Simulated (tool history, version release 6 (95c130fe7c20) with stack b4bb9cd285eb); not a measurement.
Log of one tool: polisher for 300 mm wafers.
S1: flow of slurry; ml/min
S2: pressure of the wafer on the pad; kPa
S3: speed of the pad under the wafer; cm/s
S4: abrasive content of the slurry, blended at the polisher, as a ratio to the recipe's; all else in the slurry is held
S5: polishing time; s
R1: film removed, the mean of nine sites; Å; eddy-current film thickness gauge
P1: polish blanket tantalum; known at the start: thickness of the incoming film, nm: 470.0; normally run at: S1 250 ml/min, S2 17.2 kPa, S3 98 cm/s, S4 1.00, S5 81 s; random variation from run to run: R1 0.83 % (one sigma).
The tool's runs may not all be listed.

| run | day | S1 | S2 | S3 | S4 | S5 | R1 |
|---|---|---|---|---|---|---|---|
| 1 | 0.462 | 250 | 17.2 | 98 | 1.00 | 81 | 1356.90 |
| 2 | 0.929 | 250 | 17.2 | 144 | 1.00 | 81 | 2011.20 |
| 3 | 1.304 | 250 | 7.6 | 98 | 1.00 | 81 | 603.60 |
| 4 | 1.779 | 345 | 17.2 | 98 | 1.00 | 81 | 1418.10 |
| 5 | 2.217 | 250 | 17.2 | 98 | 1.00 | 81 | 1380.60 |
| 6 | 2.508 | 250 | 17.2 | 98 | 0.55 | 81 | 1118.00 |
| 7 | 2.929 | 250 | 17.2 | 98 | 1.00 | 81 | 1376.70 |
| 8 | 3.388 | 250 | 10.3 | 98 | 1.00 | 123 | 1237.30 |
| 9 | 3.867 | 170 | 17.2 | 98 | 1.00 | 81 | 1313.40 |
| 10 | 4.146 | 250 | 17.2 | 98 | 1.45 | 81 | 1507.50 |
|  | 4.379 | worn pad replaced by a new one |
| 11 | 4.588 | 250 | 26.2 | 98 | 1.00 | 81 | 2103.70 |
| 12 | 4.879 | 250 | 17.2 | 98 | 1.00 | 81 | 1382.30 |
| 13 | 5.279 | 250 | 17.2 | 98 | 1.00 | 118 | 1997.90 |
| 14 | 5.700 | 250 | 17.2 | 98 | 1.00 | 81 | 1390.50 |
| 15 | 6.138 | 150 | 21.4 | 98 | 1.00 | 81 | 1570.50 |
| 16 | 6.625 | 250 | 17.2 | 98 | 1.00 | 81 | 1372.80 |
| 17 | 6.983 | 250 | 17.2 | 98 | 1.00 | 49 | 823.98 |
| 18 | 7.250 | 250 | 17.2 | 62 | 1.00 | 81 | 866.66 |
| 19 | 7.696 | 250 | 17.2 | 124 | 1.20 | 81 | 1834.70 |
| 20 | 8.179 | 250 | 17.2 | 98 | 1.00 | 81 | 1354.70 |
| 21 | 8.446 | 250 | 17.2 | 98 | 1.00 | 81 | 1330.50 |
| 22 | 8.725 | 250 | 17.2 | 98 | 1.00 | 81 | 1307.50 |
| 23 | 9.183 | 250 | 17.2 | 98 | 1.00 | 81 | 1261.60 |
| 24 | 9.650 | 250 | 17.2 | 98 | 1.00 | 81 | 1267.40 |
| 25 | 10.008 | 250 | 17.2 | 98 | 1.00 | 81 | 1224.40 |
|  | 10.192 | slurry nozzle cleaned |
| 26 | 10.283 | 250 | 17.2 | 98 | 1.00 | 81 | 1238.00 |
|  | 10.317 | worn pad replaced by a new one |
| 27 | 10.558 | 250 | 17.2 | 98 | 1.00 | 81 | 1212.70 |
| 28 | 10.971 | 250 | 17.2 | 98 | 1.00 | 81 | 1238.50 |
| 29 | 11.462 | 250 | 17.2 | 98 | 1.00 | 81 | 1207.00 |
| 30 | 11.721 | 250 | 17.2 | 98 | 1.00 | 81 | 1208.60 |

What P1 gives has crept away from where it was. These 2 causes fit the log equally well, each at the size given:
A: head's pressure below its setpoint, % = 11.6
B: abrasive missing from the slurry, % = 31.6
The creep began at about day 8.179.
Why every other cause is out:
removal rate lost through wear of the pad, %: serviced at day 10.317, which brought nothing back
slurry flow missing at the pad, %: serviced at day 10.192, which brought nothing back

4 check runs are offered, each on 2 wafers whose results are averaged, their results left as question marks. Which one tells the causes apart?
| check 1 | 11.979 | 250 | 11.7 | 98 | 1.00 | 81 | ? |
| check 2 | 11.979 | 250 | 9.0 | 74 | 1.00 | 81 | ? |
| check 3 | 11.979 | 250 | 17.2 | 76 | 1.00 | 106 | ? |
| check 4 | 11.979 | 250 | 17.2 | 98 | 0.55 | 101 | ? |

What each check would give under each cause:
| check | result | if A | if B |
|---|---|---|---|
| check 1 | R1 | 824.35 | 823.78 |
| check 2 | R1 | 476.00 | 475.68 |
| check 3 | R1 | 1230.30 | 1229.50 |
| check 4 | R1 | 1225.20 | 1160.30 |
How far apart the two closest causes lie, in the result that separates them most: check 1 0.07 %; check 2 0.07 %; check 3 0.07 %; check 4 5.44 %
Check 4 tells the causes apart: in the others they would give nearly the same result.

Check 4 was then run and gave: R1 1164.60 Å. Which cause is it?

It is B: abrasive missing from the slurry, %.
